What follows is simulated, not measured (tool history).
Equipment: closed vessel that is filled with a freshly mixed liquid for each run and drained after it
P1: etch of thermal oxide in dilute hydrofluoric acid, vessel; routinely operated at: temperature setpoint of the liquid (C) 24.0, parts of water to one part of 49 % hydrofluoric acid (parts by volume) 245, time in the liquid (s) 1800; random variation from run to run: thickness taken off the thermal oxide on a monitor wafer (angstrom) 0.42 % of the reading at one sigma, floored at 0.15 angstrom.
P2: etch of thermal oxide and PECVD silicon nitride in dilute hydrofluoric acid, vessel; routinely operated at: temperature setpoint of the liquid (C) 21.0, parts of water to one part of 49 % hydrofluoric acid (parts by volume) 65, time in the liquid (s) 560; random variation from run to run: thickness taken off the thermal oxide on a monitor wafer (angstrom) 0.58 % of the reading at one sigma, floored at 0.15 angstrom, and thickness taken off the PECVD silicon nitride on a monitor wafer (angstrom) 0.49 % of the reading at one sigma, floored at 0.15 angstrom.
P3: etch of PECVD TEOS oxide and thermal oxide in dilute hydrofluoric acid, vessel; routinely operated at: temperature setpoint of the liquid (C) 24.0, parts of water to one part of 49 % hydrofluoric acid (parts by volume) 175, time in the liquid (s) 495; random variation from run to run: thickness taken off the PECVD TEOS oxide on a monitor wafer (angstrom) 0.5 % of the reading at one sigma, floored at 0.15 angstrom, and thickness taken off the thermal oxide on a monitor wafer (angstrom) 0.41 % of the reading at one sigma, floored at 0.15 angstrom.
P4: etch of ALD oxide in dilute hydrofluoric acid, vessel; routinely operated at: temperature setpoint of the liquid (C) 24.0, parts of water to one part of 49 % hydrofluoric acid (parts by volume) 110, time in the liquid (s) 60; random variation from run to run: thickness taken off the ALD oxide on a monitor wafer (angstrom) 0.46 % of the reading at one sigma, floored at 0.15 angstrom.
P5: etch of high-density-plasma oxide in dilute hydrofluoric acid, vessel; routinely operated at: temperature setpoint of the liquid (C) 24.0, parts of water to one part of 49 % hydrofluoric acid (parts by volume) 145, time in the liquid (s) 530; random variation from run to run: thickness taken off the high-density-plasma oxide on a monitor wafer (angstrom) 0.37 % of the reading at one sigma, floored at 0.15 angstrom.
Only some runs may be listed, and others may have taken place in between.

| run | hour | process that ran | temperature setpoint of the liquid (C) | parts of water to one part of 49 % hydrofluoric acid (parts by volume) | time in the liquid (s) | hours since the thermometer was replaced | hours since the hydrofluoric acid flow meter was replaced | thickness taken off the thermal oxide on a monitor wafer (angstrom) | thickness taken off the PECVD silicon nitride on a monitor wafer (angstrom) | thickness taken off the ALD oxide on a monitor wafer (angstrom) | thickness taken off the PECVD TEOS oxide on a monitor wafer (angstrom) | thickness taken off the high-density-plasma oxide on a monitor wafer (angstrom) |
|---|---|---|---|---|---|---|---|---|---|---|---|---|
| 1 | 10.4 | P1 | 24.0 | 245 | 1800 | 1856.0 | 820.8 | 281.94 |  |  |  |  |
| 2 | 19.2 | P1 | 24.0 | 245 | 875 | 1864.8 | 829.6 | 135.95 |  |  |  |  |
| 3 | 26.9 | P1 | 24.0 | 245 | 1800 | 1872.5 | 837.3 | 280.60 |  |  |  |  |
| 4 | 35.3 | P2 | 21.0 | 65 | 560 | 1880.9 | 845.7 | 369.29 | 119.380 |  |  |  |
| 5 | 41.3 | P2 | 21.0 | 90 | 560 | 1886.9 | 851.7 | 255.98 | 86.735 |  |  |  |
| 6 | 49.4 | P4 | 17.0 | 110 | 60 | 1895.0 | 859.8 |  |  | 42.015 |  |  |
| 7 | 60.5 | P3 | 24.0 | 175 | 890 | 1906.1 | 870.9 | 222.88 |  |  | 410.42 |  |
| 8 | 65.8 | P1 | 24.0 | 245 | 2670 | 1911.4 | 876.2 | 414.63 |  |  |  |  |
| 9 | 75.2 | P4 | 24.0 | 20 | 60 | 1920.8 | 885.6 |  |  | 346.650 |  |  |
| 10 | 83.0 | P1 | 24.0 | 245 | 1800 | 1928.6 | 893.4 | 280.30 |  |  |  |  |
| 11 | 92.9 | P1 | 24.0 | 60 | 1800 | 1938.5 | 903.3 | 1408.00 |  |  |  |  |
| 12 | 102.6 | P1 | 29.5 | 245 | 3150 | 1948.2 | 913.0 | 594.53 |  |  |  |  |
| 13 | 112.1 | P1 | 24.0 | 245 | 1800 | 1957.7 | 922.5 | 279.87 |  |  |  |  |
|  | 117.6 | thermometer replaced |
| 14 | 118.8 | P2 | 27.5 | 65 | 560 | 1.3 | 929.2 | 479.95 | 184.560 |  |  |  |
|  | 120.3 | hydrofluoric acid flow meter replaced |
| 15 | 126.0 | P1 | 24.0 | 375 | 1800 | 8.5 | 5.8 | 161.97 |  |  |  |  |
| 16 | 136.0 | P1 | 24.0 | 385 | 2555 | 18.5 | 15.8 | 221.75 |  |  |  |  |
| 17 | 145.6 | P2 | 21.0 | 65 | 895 | 28.1 | 25.4 | 590.51 | 192.720 |  |  |  |
| 18 | 156.1 | P5 | 30.5 | 145 | 530 | 38.6 | 35.9 |  |  |  |  | 263.22 |
| 19 | 166.8 | P1 | 24.0 | 245 | 1800 | 49.3 | 46.6 | 280.83 |  |  |  |  |
| 20 | 176.9 | P4 | 24.0 | 110 | 60 | 59.4 | 56.7 |  |  | 55.831 |  |  |
| 21 | 183.9 | P5 | 24.0 | 145 | 860 | 66.4 | 63.7 |  |  |  |  | 337.31 |
| 22 | 188.9 | P5 | 24.0 | 145 | 530 | 71.4 | 68.7 |  |  |  |  | 205.75 |

Forecast run 23:
| 23 | 200.5 | P4 | 24.0 | 110 | 105 | 83.0 | 80.3 |  |  | ? |  |  |

{"run 23": {"thickness taken off the ALD oxide on a monitor wafer (angstrom)": 98.894}}

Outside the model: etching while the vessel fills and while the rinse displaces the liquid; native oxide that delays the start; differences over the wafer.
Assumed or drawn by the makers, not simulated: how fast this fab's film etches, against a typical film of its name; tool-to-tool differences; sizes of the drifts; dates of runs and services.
